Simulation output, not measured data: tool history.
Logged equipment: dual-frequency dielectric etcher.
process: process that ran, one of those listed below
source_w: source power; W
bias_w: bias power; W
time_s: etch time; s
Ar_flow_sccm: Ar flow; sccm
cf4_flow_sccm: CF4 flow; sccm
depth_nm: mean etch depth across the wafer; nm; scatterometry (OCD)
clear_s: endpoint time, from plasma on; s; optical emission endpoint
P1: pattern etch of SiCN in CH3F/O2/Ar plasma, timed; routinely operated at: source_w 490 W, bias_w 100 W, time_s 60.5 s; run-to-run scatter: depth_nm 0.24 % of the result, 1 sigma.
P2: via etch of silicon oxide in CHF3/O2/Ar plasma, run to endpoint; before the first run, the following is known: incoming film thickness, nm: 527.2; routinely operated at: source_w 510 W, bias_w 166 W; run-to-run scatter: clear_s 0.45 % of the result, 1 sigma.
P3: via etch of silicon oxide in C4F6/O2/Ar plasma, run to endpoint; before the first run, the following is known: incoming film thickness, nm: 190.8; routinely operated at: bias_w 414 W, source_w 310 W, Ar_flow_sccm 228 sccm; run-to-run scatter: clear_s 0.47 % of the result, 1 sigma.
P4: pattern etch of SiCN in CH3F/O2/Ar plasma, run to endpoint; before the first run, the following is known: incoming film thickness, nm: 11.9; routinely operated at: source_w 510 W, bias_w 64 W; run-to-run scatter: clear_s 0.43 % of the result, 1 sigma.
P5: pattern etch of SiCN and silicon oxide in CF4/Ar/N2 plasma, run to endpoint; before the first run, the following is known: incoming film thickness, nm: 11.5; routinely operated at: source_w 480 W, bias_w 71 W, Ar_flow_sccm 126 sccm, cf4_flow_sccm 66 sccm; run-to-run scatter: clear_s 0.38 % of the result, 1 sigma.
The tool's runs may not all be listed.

run	hour	process	source_w	bias_w	time_s	Ar_flow_sccm	cf4_flow_sccm	hours since the last wet clean	hours since the last source power generator calibration	hours since the last bias power generator calibration	depth_nm	clear_s
1	8.4	P1	490	100	60.5			272.5	1358.6	759.0	26.900	
2	20.5	P1	490	100	60.5			284.6	1370.7	771.1	26.896	
3	30.7	P1	490	123	60.5			294.8	1380.9	781.3	29.046	
4	44.6	P2	310	166				308.7	1394.8	795.2		346.300
5	57.0	P1	620	100	60.5			321.1	1407.2	807.6	29.251	
6	64.7	P1	490	100	60.5			328.8	1414.9	815.3	26.753	
7	75.7	P4	510	37				339.8	1425.9	826.3		35.452
8	89.5	P2	510	166				353.6	1439.7	840.1		286.630
9	96.6	P2	510	207				360.7	1446.8	847.2		265.630
10	105.2	P3	310	414		184		369.3	1455.4	855.8		47.698
11	118.5	P4	510	64				382.6	1468.7	869.1		29.674
12	125.6	P5	480	71		97	66	389.7	1475.8	876.2		12.756
13	137.6	P4	510	64				401.7	1487.8	888.2		29.681
14	152.4	P1	620	79	60.5			416.5	1502.6	903.0	26.964	
15	166.9	P5	480	71		126	66	431.0	1517.1	917.5		13.301
16	174.4	P4	720	64				438.5	1524.6	925.0		25.884
17	187.1	P1	490	76	60.5			451.2	1537.3	937.7	24.270	
18	199.4	P1	490	100	60.5			463.5	1549.6	950.0	26.733	
# hour 206.8: wet clean of the chamber
19	209.8	P1	490	100	82.0			3.1	1560.0	960.4	36.447	
20	217.3	P3	310	526		228		10.6	1567.5	967.9		44.792
21	229.5	P1	490	100	38.0			22.8	1579.7	980.1	16.833	
22	239.9	P3	370	414		228		33.2	1590.1	990.5		45.913
23	247.2	P1	300	100	60.5			40.5	1597.4	997.8	22.396	
24	256.3	P5	300	71		126	66	49.6	1606.5	1006.9		20.051
25	263.4	P5	480	47		126	66	56.7	1613.6	1014.0		15.217
26	272.3	P3	310	414		228		65.6	1622.5	1022.9		48.869
27	282.7	P1	490	100	60.5			76.0	1632.9	1033.3	26.917	
28	293.2	P5	480	71		126	46	86.5	1643.4	1043.8		14.142
29	303.5	P1	490	100	60.5			96.8	1653.7	1054.1	26.793	
30	313.8	P1	490	100	60.5			107.1	1664.0	1064.4	26.764	
31	328.1	P1	490	100	60.5			121.4	1678.3	1078.7	26.558	
# hour 332.5: wet clean of the chamber
32	337.9	P1	490	100	60.5			5.4	1688.1	1088.5	26.398	
33	351.9	P1	490	100	60.5			19.4	1702.1	1102.5	26.453	
34	364.0	P1	490	100	60.5			31.5	1714.2	1114.6	26.398	
35	372.8	P1	490	100	60.5			40.3	1723.0	1123.4	26.278	
36	382.0	P1	490	100	60.5			49.5	1732.2	1132.6	26.312	

P1 no longer gives what it gave before; its output has crept away from where it was. The following 2 causes, each at its listed size, fit the log equally well:
A: bias power that arrives under what is set, % = 4.65
B: source power that arrives under what is set, % = 4.66
The creep began at about hour 303.5.
Every other cause this tool's parts could produce, and why it does not fit the log:
chamber walls in a state that lowers the etch rate, %: serviced at hour 332.5, which brought nothing back

The 4 check runs listed below each average the results of 2 wafers, and their outcomes are marked with question marks. Under which run would the listed causes produce clearly different results?
check 1	391.2	P2	320	200								?
check 2	391.2	P4	660	39								?
check 3	391.2	P5	340	53		126	66					?
check 4	391.2	P3	310	477		228						?

What each check would give under each cause:
check	result	if A	if B
check 1	clear_s	326.970	327.290
check 2	clear_s	31.729	31.906
check 3	clear_s	20.256	20.791
check 4	clear_s	47.200	47.186
How far apart the two closest causes lie, in the result that separates them most: check 1 0.1 %; check 2 0.56 %; check 3 2.61 %; check 4 0.03 %
Only check 3 tells the causes apart: in the others they would give nearly the same result.

Check 3 was carried out, with these results: clear_s 20.281 s. Which of the listed causes is responsible?

It is A: bias power that arrives under what is set, %.

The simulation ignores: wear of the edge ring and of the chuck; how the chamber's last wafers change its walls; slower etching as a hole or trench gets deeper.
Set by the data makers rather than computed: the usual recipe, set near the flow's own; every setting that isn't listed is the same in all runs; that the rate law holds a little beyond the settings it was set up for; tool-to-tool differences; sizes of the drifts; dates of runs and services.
